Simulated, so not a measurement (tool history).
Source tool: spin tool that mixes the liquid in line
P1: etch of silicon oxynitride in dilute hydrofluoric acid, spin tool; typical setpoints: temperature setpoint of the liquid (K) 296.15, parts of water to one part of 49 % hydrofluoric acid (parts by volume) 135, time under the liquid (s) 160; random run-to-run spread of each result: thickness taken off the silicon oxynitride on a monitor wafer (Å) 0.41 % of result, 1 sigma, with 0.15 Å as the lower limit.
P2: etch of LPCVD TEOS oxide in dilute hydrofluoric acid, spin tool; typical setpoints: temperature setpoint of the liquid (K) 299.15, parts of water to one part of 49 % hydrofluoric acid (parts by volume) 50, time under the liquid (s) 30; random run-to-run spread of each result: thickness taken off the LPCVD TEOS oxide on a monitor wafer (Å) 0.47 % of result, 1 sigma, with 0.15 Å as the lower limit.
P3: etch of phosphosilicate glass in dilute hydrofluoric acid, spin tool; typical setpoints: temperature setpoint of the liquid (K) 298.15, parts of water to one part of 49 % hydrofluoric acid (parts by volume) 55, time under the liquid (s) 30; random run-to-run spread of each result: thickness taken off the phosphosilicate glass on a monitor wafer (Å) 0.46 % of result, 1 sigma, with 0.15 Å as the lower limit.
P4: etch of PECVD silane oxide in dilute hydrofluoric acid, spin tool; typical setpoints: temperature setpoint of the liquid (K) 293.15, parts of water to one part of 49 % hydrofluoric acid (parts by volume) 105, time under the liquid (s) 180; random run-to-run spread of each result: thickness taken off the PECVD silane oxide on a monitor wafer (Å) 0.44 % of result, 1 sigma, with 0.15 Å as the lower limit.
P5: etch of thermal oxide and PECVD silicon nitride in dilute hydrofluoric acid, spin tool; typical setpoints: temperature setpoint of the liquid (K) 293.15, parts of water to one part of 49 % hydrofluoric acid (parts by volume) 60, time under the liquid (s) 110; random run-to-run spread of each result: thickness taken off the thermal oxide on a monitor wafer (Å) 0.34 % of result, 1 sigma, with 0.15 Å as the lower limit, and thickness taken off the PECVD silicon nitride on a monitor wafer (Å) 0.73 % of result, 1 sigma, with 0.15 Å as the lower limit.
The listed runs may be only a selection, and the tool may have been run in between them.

run   hour  process that ran  temperature setpoint of the liquid (K)  parts of water to one part of 49 % hydrofluoric acid (parts by volume)  time under the liquid (s)  hours since the thermometer was replaced  hours since the hydrofluoric acid flow meter was replaced  thickness taken off the silicon oxynitride on a monitor wafer (Å)  thickness taken off the phosphosilicate glass on a monitor wafer (Å)  thickness taken off the LPCVD TEOS oxide on a monitor wafer (Å)  thickness taken off the PECVD silane oxide on a monitor wafer (Å)  thickness taken off the thermal oxide on a monitor wafer (Å)  thickness taken off the PECVD silicon nitride on a monitor wafer (Å)
  1    7.9                P1                                  296.15                                                                     135                        160                                     328.8                                                     1168.6                                                             52.293
  2   16.1                P3                                  294.15                                                                      55                         30                                       337                                                     1176.8                                                                                                                                   836.51
  3   25.6                P3                                  298.15                                                                      55                         30                                     346.5                                                     1186.3                                                                                                                                   987.68
  4   37.2                P1                                  296.15                                                                     135                        160                                     358.1                                                     1197.9                                                             52.135
  5   46.7                P2                                  293.65                                                                      50                         30                                     367.6                                                     1207.4                                                                                                                                                                                                    94.925
  6   54.5                P3                                  298.15                                                                      20                         30                                     375.4                                                     1215.2                                                                                                                                   2844.6
  7   61.8                P1                                  296.15                                                                     135                         20                                     382.7                                                     1222.5                                                             6.3187
  8   72.1                P4                                  293.15                                                                      20                        180                                       393                                                     1232.8                                                                                                                                                                                                                                                                       1822.1
  9     78                P4                                  290.15                                                                     105                        180                                     398.9                                                     1238.7                                                                                                                                                                                                                                                                       275.75
 10   86.3                P1                                  296.15                                                                     135                        160                                     407.2                                                       1247                                                             52.242
 11   98.1                P2                                  299.15                                                                      50                         30                                       419                                                     1258.8                                                                                                                                                                                                    119.06
 12  104.5                P5                                  290.15                                                                      60                        110                                     425.4                                                     1265.2                                                                                                                                                                                                                                                                                                                                     66.672                                                                26.502
 13  113.5                P3                                  298.15                                                                      55                         55                                     434.4                                                     1274.2                                                                                                                                   1807.2
 14  119.2                P2                                  299.15                                                                      20                         30                                     440.1                                                     1279.9                                                                                                                                                                                                    312.93
 15  125.7                P1                                  296.15                                                                      30                        160                                     446.6                                                     1286.4                                                             255.66
 16  135.1                P4                                  293.15                                                                     105                         60                                       456                                                     1295.8                                                                                                                                                                                                                                                                       103.47
 17  140.6                P2                                  299.15                                                                      50                         15                                     461.5                                                     1301.3                                                                                                                                                                                                    59.758
 18    151                P1                                  301.15                                                                      40                        160                                     471.9                                                     1311.7                                                             242.99
 19  157.6                P2                                  299.15                                                                      50                         30                                     478.5                                                     1318.3                                                                                                                                                                                                    119.32
 20  167.6                P1                                  296.15                                                                     135                        275                                     488.5                                                     1328.3                                                             90.075
 21  175.8                P1                                  296.15                                                                     215                        160                                     496.7                                                     1336.5                                                             30.815
 22  186.4                P5                                  293.15                                                                      60                        110                                     507.3                                                     1347.1                                                                                                                                                                                                                                                                                                                                     76.048                                                                31.985
 23  193.4                P1                                  296.15                                                                     135                        160                                     514.3                                                     1354.1                                                              52.22
 24  202.2                P5                                  293.15                                                                      60                        180                                     523.1                                                     1362.9                                                                                                                                                                                                                                                                                                                                     123.74                                                                53.671
 25  207.8                P1                                  300.15                                                                     135                        160                                     528.7                                                     1368.5                                                             62.784
 26  218.9                P4                                  293.15                                                                     105                        180                                     539.8                                                     1379.6                                                                                                                                                                                                                                                                       312.72
 27  227.2                P1                                  292.15                                                                     135                        160                                     548.1                                                     1387.9                                                             43.052
 28  234.8                P5                                  293.15                                                                     110                        110                                     555.7                                                     1395.5                                                                                                                                                                                                                                                                                                                                     39.121                                                                17.876
 29  242.4                P1                                  296.15                                                                     135                        160                                     563.3                                                     1403.1                                                             52.279
 30  253.5                P1                                  296.15                                                                     135                        160                                     574.4                                                     1414.2                                                             50.127
 31  263.8                P1                                  296.15                                                                     135                        160                                     584.7                                                     1424.5                                                             49.018
 32  270.7                P1                                  296.15                                                                     135                        160                                     591.6                                                     1431.4                                                             48.525
 33  283.4                P1                                  296.15                                                                     135                        160                                     604.3                                                     1444.1                                                             47.348
 34  288.8                P1                                  296.15                                                                     135                        160                                     609.7                                                     1449.5                                                             47.247
 35    295                P1                                  296.15                                                                     135                        160                                     615.9                                                     1455.7                                                             46.907
 36  300.8                P1                                  296.15                                                                     135                        160                                     621.7                                                     1461.5                                                             46.798
 37    310                P1                                  296.15                                                                     135                        160                                     630.9                                                     1470.7                                                             46.769
 38    322                P1                                  296.15                                                                     135                        160                                     642.9                                                     1482.7                                                             46.297
 39  334.6                P1                                  296.15                                                                     135                        160                                     655.5                                                     1495.3                                                             46.497
 40  347.3                P1                                  296.15                                                                     135                        160                                     668.2                                                       1508                                                             46.376

The output of P1 has drifted from where it used to be. Each of the 2 causes below, taken at the size shown beside it, accounts for the log equally well:
A: liquid colder than its thermometer reads (K) = 2.44
B: hydrofluoric acid flow below the setpoint (%) = 9.85
Creep in the process output first set in at about hour 242.4.

The check runs listed below each take one wafer, and their results are still question marks. Under which run would the listed causes lead to clearly different results?
check 1   360                P5                                  290.15                                                                      60                        110                                                                                                                                                                                                                                                                                                                                                                                                                                               ?                                                                     ?
check 2   360                P4                                  293.15                                                                      40                        180                                                                                                                                                                                                                                                                                                                                                                                 ?
check 3   360                P3                                  298.15                                                                      20                         40                                                                                                                                                                                                                                             ?
check 4   360                P2                                  299.15                                                                      20                         30                                                                                                                                                                                                                                                                                                              ?

How each check would come out, cause by cause:
  check                                                                result    if A    if B
check 1          thickness taken off the thermal oxide on a monitor wafer (Å)  59.899  59.632
check 1  thickness taken off the PECVD silicon nitride on a monitor wafer (Å)  22.167  23.863
check 2     thickness taken off the PECVD silane oxide on a monitor wafer (Å)  797.05  794.18
check 3  thickness taken off the phosphosilicate glass on a monitor wafer (Å)  3423.8  3410.8
check 4       thickness taken off the LPCVD TEOS oxide on a monitor wafer (Å)  281.34  280.05
How far apart the two closest causes lie, in the result that separates them most: check 1 7.37 %; check 2 0.36 %; check 3 0.38 %; check 4 0.46 %
Check 1 tells the causes apart: in the others they would give nearly the same result.

Running check 1 produced the following: thickness taken off the thermal oxide on a monitor wafer (Å) 59.442; thickness taken off the PECVD silicon nitride on a monitor wafer (Å) 23.645. Which one of the listed causes fits?

The cause is B: hydrofluoric acid flow below the setpoint (%).
